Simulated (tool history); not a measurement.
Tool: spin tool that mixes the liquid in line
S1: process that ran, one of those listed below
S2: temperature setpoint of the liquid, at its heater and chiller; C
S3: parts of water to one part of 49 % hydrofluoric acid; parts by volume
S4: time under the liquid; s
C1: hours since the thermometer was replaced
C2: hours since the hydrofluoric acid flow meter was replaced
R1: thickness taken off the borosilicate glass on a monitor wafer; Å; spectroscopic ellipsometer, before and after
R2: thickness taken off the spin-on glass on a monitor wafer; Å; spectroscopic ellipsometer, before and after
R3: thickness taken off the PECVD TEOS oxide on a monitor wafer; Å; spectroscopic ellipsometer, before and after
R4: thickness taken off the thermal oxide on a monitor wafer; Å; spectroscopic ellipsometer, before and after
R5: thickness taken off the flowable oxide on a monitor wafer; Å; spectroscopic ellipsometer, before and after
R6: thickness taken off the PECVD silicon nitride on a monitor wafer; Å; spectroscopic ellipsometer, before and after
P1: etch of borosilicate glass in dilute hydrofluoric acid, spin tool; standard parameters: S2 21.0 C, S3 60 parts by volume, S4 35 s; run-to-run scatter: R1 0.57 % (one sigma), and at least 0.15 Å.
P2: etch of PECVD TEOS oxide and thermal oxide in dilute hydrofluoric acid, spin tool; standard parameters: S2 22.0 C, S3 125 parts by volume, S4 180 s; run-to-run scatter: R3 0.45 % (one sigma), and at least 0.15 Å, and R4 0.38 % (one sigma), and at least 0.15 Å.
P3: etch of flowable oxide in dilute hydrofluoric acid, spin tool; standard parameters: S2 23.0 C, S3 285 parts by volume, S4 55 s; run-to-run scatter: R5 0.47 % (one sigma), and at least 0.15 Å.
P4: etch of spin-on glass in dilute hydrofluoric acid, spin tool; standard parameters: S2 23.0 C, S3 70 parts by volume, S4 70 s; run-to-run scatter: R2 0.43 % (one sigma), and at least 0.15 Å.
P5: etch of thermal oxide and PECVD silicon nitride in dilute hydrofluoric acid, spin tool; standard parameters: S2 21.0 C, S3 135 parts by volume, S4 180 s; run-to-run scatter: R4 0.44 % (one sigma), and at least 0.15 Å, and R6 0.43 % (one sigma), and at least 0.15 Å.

run 1 day=0.329 | S1=P1 S2=21.0 S3=60 S4=35 | C1=1678.2 C2=1016.0 | R1=91.702
run 2 day=0.642 | S1=P1 S2=21.0 S3=30 S4=15 | C1=1685.7 C2=1023.5 | R1=80.729
run 3 day=0.942 | S1=P1 S2=21.0 S3=60 S4=65 | C1=1692.9 C2=1030.7 | R1=168.880
run 4 day=1.250 | S1=P4 S2=28.5 S3=70 S4=70 | C1=1700.3 C2=1038.1 | R2=552.76
run 5 day=1.575 | S1=P2 S2=17.0 S3=125 S4=180 | C1=1708.1 C2=1045.9 | R3=162.60 R4=54.712
run 6 day=1.767 | S1=P3 S2=23.0 S3=285 S4=15 | C1=1712.7 C2=1050.5 | R5=12.666
run 7 day=2.042 | S1=P3 S2=23.0 S3=285 S4=55 | C1=1719.3 C2=1057.1 | R5=45.572
run 8 day=2.271 | S1=P1 S2=17.0 S3=60 S4=35 | C1=1724.8 C2=1062.6 | R1=76.785
run 9 day=2.446 | S1=P2 S2=22.0 S3=125 S4=180 | C1=1729.0 C2=1066.8 | R3=199.76 R4=66.279
run 10 day=2.612 | S1=P4 S2=23.0 S3=70 S4=20 | C1=1733.0 C2=1070.8 | R2=126.60
run 11 day=2.788 | S1=P1 S2=21.0 S3=30 S4=55 | C1=1737.2 C2=1075.0 | R1=296.960
run 12 day=3.004 | S1=P1 S2=21.0 S3=60 S4=35 | C1=1742.4 C2=1080.2 | R1=92.006
run 13 day=3.158 | S1=P1 S2=21.0 S3=60 S4=35 | C1=1746.1 C2=1083.9 | R1=91.164
run 14 day=3.346 | S1=P1 S2=21.0 S3=60 S4=20 | C1=1750.6 C2=1088.4 | R1=52.907
run 15 day=3.533 | S1=P3 S2=23.0 S3=50 S4=55 | C1=1755.1 C2=1092.9 | R5=337.300
run 16 day=3.688 | S1=P4 S2=23.0 S3=70 S4=70 | C1=1758.8 C2=1096.6 | R2=443.80
run 17 day=3.933 | S1=P5 S2=21.0 S3=135 S4=180 | C1=1764.7 C2=1102.5 | R4=53.932 R6=61.646
run 18 day=4.254 | S1=P1 S2=24.5 S3=80 S4=35 | C1=1772.4 C2=1110.2 | R1=77.223
run 19 day=4.471 | S1=P5 S2=29.0 S3=135 S4=180 | C1=1777.6 C2=1115.4 | R4=73.494 R6=103.470
run 20 day=4.642 | S1=P4 S2=23.0 S3=25 S4=70 | C1=1781.7 C2=1119.5 | R2=1312.90
run 21 day=4.883 | S1=P2 S2=22.0 S3=40 S4=180 | C1=1787.5 C2=1125.3 | R3=696.11 R4=231.060
run 22 day=5.179 | S1=P1 S2=21.0 S3=20 S4=35 | C1=1794.6 C2=1132.4 | R1=287.610
-- day=5.408 hydrofluoric acid flow meter replaced
run 23 day=5.496 | S1=P5 S2=21.0 S3=245 S4=180 | C1=1802.2 C2=2.2 | R4=26.458 R6=34.460
run 24 day=5.675 | S1=P2 S2=22.0 S3=125 S4=85 | C1=1806.5 C2=6.5 | R3=94.50 R4=31.662
run 25 day=5.900 | S1=P3 S2=18.0 S3=285 S4=55 | C1=1811.9 C2=11.9 | R5=38.482
run 26 day=6.175 | S1=P1 S2=21.0 S3=60 S4=35 | C1=1818.5 C2=18.5 | R1=91.232
run 27 day=6.417 | S1=P1 S2=21.0 S3=60 S4=35 | C1=1824.3 C2=24.3 | R1=92.017
run 28 day=6.729 | S1=P2 S2=22.0 S3=125 S4=180 | C1=1831.8 C2=31.8 | R3=199.56 R4=66.521
run 29 day=7.062 | S1=P5 S2=21.0 S3=135 S4=305 | C1=1839.8 C2=39.8 | R4=91.764 R6=104.880
run 30 day=7.325 | S1=P1 S2=25.5 S3=60 S4=35 | C1=1846.1 C2=46.1 | R1=109.460
run 31 day=7.567 | S1=P4 S2=23.0 S3=70 S4=70 | C1=1851.9 C2=51.9 | R2=443.41
run 32 day=7.829 | S1=P1 S2=21.0 S3=60 S4=35 | C1=1858.2 C2=58.2 | R1=91.020
run 33 day=8.108 | S1=P5 S2=21.0 S3=135 S4=180 | C1=1864.9 C2=64.9 | R4=53.337 R6=61.557
run 34 day=8.392 | S1=P1 S2=21.0 S3=105 S4=35 | C1=1871.7 C2=71.7 | R1=49.422
run 35 day=8.646 | S1=P1 S2=21.0 S3=60 S4=35 | C1=1877.8 C2=77.8 | R1=91.729
run 36 day=8.800 | S1=P1 S2=21.0 S3=60 S4=35 | C1=1881.5 C2=81.5 | R1=94.753
run 37 day=9.112 | S1=P1 S2=21.0 S3=60 S4=35 | C1=1889.0 C2=89.0 | R1=96.906
run 38 day=9.308 | S1=P1 S2=21.0 S3=60 S4=35 | C1=1893.7 C2=93.7 | R1=98.184
run 39 day=9.567 | S1=P1 S2=21.0 S3=60 S4=35 | C1=1899.9 C2=99.9 | R1=98.861
run 40 day=9.779 | S1=P1 S2=21.0 S3=60 S4=35 | C1=1905.0 C2=105.0 | R1=99.939
run 41 day=9.933 | S1=P1 S2=21.0 S3=60 S4=35 | C1=1908.7 C2=108.7 | R1=100.010
run 42 day=10.104 | S1=P1 S2=21.0 S3=60 S4=35 | C1=1912.8 C2=112.8 | R1=100.340
run 43 day=10.342 | S1=P1 S2=21.0 S3=60 S4=35 | C1=1918.5 C2=118.5 | R1=101.900
run 44 day=10.512 | S1=P1 S2=21.0 S3=60 S4=35 | C1=1922.6 C2=122.6 | R1=99.877
run 45 day=10.717 | S1=P1 S2=21.0 S3=60 S4=35 | C1=1927.5 C2=127.5 | R1=100.670

The output of P1 has drifted from where it used to be. Each of the 2 causes below, taken at the size shown beside it, accounts for the log equally well:
A: hydrofluoric acid flow above the setpoint (%) = 9.3
B: liquid hotter than its thermometer reads (K) = 2.3
The onset of the drift is placed at about day 8.646.

Question marks stand in for the results of the 4 check runs listed below, each run on one wafer. Under which run would the listed causes show clearly different results?
run check 1 day=10.921 | S1=P4 S2=28.5 S3=45 S4=70 | R2=?
run check 2 day=10.921 | S1=P3 S2=23.0 S3=80 S4=55 | R5=?
run check 3 day=10.921 | S1=P5 S2=24.5 S3=220 S4=180 | R4=? R6=?
run check 4 day=10.921 | S1=P2 S2=17.0 S3=125 S4=180 | R3=? R4=?

Predicted outcomes, by check and by cause:
check=check_1 result=R2 if_A=978.40 if_B=974.74
check=check_2 result=R5 if_A=224.690 if_B=223.560
check=check_3 result=R4 if_A=38.363 if_B=37.352
check=check_3 result=R6 if_A=52.273 if_B=55.165
check=check_4 result=R3 if_A=181.15 if_B=180.22
check=check_4 result=R4 if_A=60.045 if_B=59.739
Distance between the nearest two causes, measured in the result of the check that separates them most: check 1 0.37 %; check 2 0.51 %; check 3 5.39 %; check 4 0.51 %
Of the check runs offered, only check 3 discriminates between the causes; the rest would read about the same regardless of which cause applies.

With check 3 done, the readings were: R4 38.588 Å; R6 52.628 Å. Identify which of the listed causes applies.

The correct cause is A, namely: hydrofluoric acid flow above the setpoint (%).
